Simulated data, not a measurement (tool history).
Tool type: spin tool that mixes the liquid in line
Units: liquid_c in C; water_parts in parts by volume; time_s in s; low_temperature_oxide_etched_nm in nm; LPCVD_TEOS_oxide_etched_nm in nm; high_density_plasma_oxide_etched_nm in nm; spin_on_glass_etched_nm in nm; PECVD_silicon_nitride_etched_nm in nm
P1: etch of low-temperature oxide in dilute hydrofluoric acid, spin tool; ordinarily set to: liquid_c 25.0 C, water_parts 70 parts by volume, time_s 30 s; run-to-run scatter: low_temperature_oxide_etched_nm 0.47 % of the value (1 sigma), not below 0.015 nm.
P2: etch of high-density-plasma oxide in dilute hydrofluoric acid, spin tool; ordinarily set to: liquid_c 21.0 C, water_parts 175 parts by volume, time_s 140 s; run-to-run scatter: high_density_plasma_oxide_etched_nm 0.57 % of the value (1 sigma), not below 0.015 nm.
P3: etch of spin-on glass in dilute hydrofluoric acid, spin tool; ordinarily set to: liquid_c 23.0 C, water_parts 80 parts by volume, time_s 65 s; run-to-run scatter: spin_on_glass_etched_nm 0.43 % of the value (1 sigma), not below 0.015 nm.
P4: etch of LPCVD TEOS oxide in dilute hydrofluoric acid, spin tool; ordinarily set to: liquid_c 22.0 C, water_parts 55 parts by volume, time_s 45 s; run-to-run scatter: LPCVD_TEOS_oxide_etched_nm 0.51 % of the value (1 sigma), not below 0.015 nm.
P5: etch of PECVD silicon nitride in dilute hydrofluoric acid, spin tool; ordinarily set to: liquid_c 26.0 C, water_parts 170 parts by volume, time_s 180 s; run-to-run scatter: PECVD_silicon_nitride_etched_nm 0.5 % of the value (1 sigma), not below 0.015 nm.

run,hour,process,liquid_c,water_parts,time_s,hours since the thermometer was replaced,hours since the hydrofluoric acid flow meter was replaced,low_temperature_oxide_etched_nm,LPCVD_TEOS_oxide_etched_nm,high_density_plasma_oxide_etched_nm,spin_on_glass_etched_nm,PECVD_silicon_nitride_etched_nm
1,6.5,P1,25.0,70,30,133.1,703.3,11.0710,,,,
2,14.0,P1,25.0,70,60,140.6,710.8,22.2030,,,,
3,21.8,P4,22.0,55,45,148.4,718.6,,13.3580,,,
4,31.7,P2,29.0,175,140,158.3,728.5,,,6.17670,,
5,42.1,P4,17.0,55,45,168.7,738.9,,10.8100,,,
6,50.7,P1,25.0,110,15,177.3,747.5,3.3641,,,,
# hour 54.1: hydrofluoric acid flow meter replaced
7,57.3,P3,23.0,80,65,183.9,3.3,,,,28.737,
8,67.7,P2,21.0,175,140,194.3,13.7,,,4.56710,,
9,78.1,P3,23.0,140,65,204.7,24.1,,,,15.215,
10,87.4,P2,21.0,175,30,214.0,33.4,,,0.96788,,
11,98.3,P1,29.0,70,30,224.9,44.3,12.9650,,,,
12,109.7,P1,18.0,70,30,236.3,55.7,8.3522,,,,
13,119.5,P1,25.0,100,30,246.1,65.5,7.5274,,,,
14,126.3,P3,29.5,80,65,252.9,72.3,,,,36.835,
15,132.3,P1,25.0,70,30,258.9,78.3,11.2150,,,,
16,141.1,P1,25.0,45,30,267.7,87.1,17.8790,,,,
17,152.1,P1,25.0,110,15,278.7,98.1,3.3779,,,,
18,163.2,P4,22.0,100,45,289.8,109.2,,6.8818,,,
19,171.6,P1,25.0,70,15,298.2,117.6,5.5486,,,,
20,179.8,P5,26.0,170,345,306.4,125.8,,,,,8.1052
21,188.2,P1,25.0,70,30,314.8,134.2,11.0340,,,,
22,198.0,P5,26.0,55,180,324.6,144.0,,,,,13.0100
23,204.5,P4,22.0,55,75,331.1,150.5,,22.0600,,,
24,216.3,P2,21.0,175,140,342.9,162.3,,,4.55540,,
25,221.8,P5,26.0,170,180,348.4,167.8,,,,,4.2258
26,227.8,P1,25.0,70,30,354.4,173.8,11.1620,,,,
27,235.8,P3,23.0,80,65,362.4,181.8,,,,28.466,
28,242.4,P2,21.0,40,140,369.0,188.4,,,23.43400,,
29,252.3,P5,26.0,170,180,378.9,198.3,,,,,4.2325
30,263.7,P5,19.5,170,180,390.3,209.7,,,,,2.7737
31,271.8,P3,23.0,80,25,398.4,217.8,,,,10.932,
32,281.1,P1,25.0,70,30,407.7,227.1,11.1830,,,,
33,290.9,P1,25.0,70,30,417.5,236.9,11.3420,,,,
34,303.0,P1,25.0,70,30,429.6,249.0,11.7450,,,,
35,309.7,P1,25.0,70,30,436.3,255.7,11.7740,,,,
36,316.5,P1,25.0,70,30,443.1,262.5,11.9180,,,,
37,327.5,P1,25.0,70,30,454.1,273.5,11.9230,,,,
38,334.9,P1,25.0,70,30,461.5,280.9,11.9300,,,,
39,343.7,P1,25.0,70,30,470.3,289.7,12.0430,,,,
40,355.8,P1,25.0,70,30,482.4,301.8,12.0820,,,,
41,366.3,P1,25.0,70,30,492.9,312.3,12.1390,,,,

P1 no longer gives what it gave before; its output has crept away from where it was. The following 2 causes, each at its listed size, fit the log equally well:
A: hydrofluoric acid flow above the setpoint (%) = 7.8
B: liquid hotter than its thermometer reads (K) = 2.06
The onset of the drift is placed at about hour 281.1.

Each of the 4 check runs below uses one wafer; its results are left as question marks. Which run tells the causes apart?
check 1,376.8,P4,19.0,100,45,,,,?,,,
check 2,376.8,P2,21.0,40,65,,,,,?,,
check 3,376.8,P3,28.0,105,65,,,,,,?,
check 4,376.8,P5,26.0,100,180,,,,,,,?

If the cause were each of the candidates in turn, the checks would give the following:
check,result,if A,if B
check 1,LPCVD_TEOS_oxide_etched_nm,6.6576,6.6676
check 2,high_density_plasma_oxide_etched_nm,11.74700,11.84400
check 3,spin_on_glass_etched_nm,27.987,27.770
check 4,PECVD_silicon_nitride_etched_nm,7.7651,8.2275
Minimum pairwise separation of causes per check, each pair taken at its best-separating result: check 1 0.15 %; check 2 0.82 %; check 3 0.78 %; check 4 5.78 %
The other checks would show nearly matching results whichever cause is true, so check 4 is the only one that separates the causes.

Check 4 was carried out, with these results: PECVD_silicon_nitride_etched_nm 7.8265 nm. Which of the listed causes is responsible?

Of the candidate causes, it is A: hydrofluoric acid flow above the setpoint (%).

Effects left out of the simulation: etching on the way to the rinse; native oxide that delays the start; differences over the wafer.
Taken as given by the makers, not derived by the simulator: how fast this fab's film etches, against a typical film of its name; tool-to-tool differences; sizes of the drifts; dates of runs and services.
